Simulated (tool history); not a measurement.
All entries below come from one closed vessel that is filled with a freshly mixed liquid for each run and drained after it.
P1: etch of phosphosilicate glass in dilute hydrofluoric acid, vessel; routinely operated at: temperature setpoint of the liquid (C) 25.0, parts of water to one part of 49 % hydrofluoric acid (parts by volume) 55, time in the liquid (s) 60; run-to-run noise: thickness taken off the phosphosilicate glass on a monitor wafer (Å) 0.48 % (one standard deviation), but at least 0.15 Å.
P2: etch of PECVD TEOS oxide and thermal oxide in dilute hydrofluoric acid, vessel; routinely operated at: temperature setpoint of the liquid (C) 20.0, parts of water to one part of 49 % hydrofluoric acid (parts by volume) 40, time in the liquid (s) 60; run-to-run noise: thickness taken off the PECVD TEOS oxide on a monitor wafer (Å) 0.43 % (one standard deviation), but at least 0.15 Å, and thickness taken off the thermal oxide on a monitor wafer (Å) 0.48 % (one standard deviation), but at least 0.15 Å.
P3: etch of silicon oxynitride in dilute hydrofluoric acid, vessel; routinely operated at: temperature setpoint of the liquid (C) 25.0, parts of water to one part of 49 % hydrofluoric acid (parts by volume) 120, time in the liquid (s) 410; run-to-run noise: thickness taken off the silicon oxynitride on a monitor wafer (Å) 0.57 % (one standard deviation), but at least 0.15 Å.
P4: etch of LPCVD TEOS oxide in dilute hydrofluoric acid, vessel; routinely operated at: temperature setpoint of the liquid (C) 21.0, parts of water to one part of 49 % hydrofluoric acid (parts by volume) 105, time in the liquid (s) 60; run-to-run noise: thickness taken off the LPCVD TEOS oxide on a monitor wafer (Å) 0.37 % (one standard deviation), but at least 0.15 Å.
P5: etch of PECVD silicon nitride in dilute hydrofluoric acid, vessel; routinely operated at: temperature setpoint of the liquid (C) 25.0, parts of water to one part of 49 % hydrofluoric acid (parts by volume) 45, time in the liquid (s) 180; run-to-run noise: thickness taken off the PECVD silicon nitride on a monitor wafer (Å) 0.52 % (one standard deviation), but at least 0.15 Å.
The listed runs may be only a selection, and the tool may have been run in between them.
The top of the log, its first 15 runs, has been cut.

run   hour  process that ran  temperature setpoint of the liquid (C)  parts of water to one part of 49 % hydrofluoric acid (parts by volume)  time in the liquid (s)  hours since the thermometer was replaced  hours since the hydrofluoric acid flow meter was replaced  thickness taken off the phosphosilicate glass on a monitor wafer (Å)  thickness taken off the silicon oxynitride on a monitor wafer (Å)  thickness taken off the PECVD TEOS oxide on a monitor wafer (Å)  thickness taken off the thermal oxide on a monitor wafer (Å)  thickness taken off the LPCVD TEOS oxide on a monitor wafer (Å)  thickness taken off the PECVD silicon nitride on a monitor wafer (Å)
 16   68.9                P1                                    25.0                                                                      55                      60                                     773.8                                                      360.2                                                               1107.20
 17   72.3                P3                                    25.0                                                                     120                     700                                     777.2                                                      363.6                                                                                                                                   289.21
 18   76.6                P5                                    25.0                                                                      45                     310                                     781.5                                                      367.9                                                                                                                                                                                                                                                                                                                                                                                                        156.240
 19   79.9                P1                                    25.0                                                                      55                      60                                     784.8                                                      371.2                                                               1103.80
 20   83.6                P1                                    20.0                                                                      55                      85                                     788.5                                                      374.9                                                               1267.20
 21   89.1                P4                                    21.0                                                                     105                      60                                     794.0                                                      380.4                                                                                                                                                                                                                                                                                                                                   287.37
      90.5  -- thermometer replaced
 22   92.9                P5                                    25.0                                                                      45                     180                                       2.5                                                      384.2                                                                                                                                                                                                                                                                                                                                                                                                         90.018
 23   98.9                P1                                    25.0                                                                      55                      60                                       8.5                                                      390.2                                                               1109.40
 24  103.3                P3                                    30.0                                                                     120                     410                                      12.9                                                      394.6                                                                                                                                   212.92
 25  107.8                P1                                    25.0                                                                      55                      60                                      17.4                                                      399.1                                                               1112.40
 26  111.0                P1                                    25.0                                                                      55                      35                                      20.6                                                      402.3                                                                642.74

What does the tool deliver on the next run?
 27  114.1                P5                                    25.0                                                                      45                     180                                      23.7                                                      405.4                                                                                                                                                                                                                                                                                                                                                                                                              ?

Run 27 produced thickness taken off the PECVD silicon nitride on a monitor wafer (Å) 91.597.
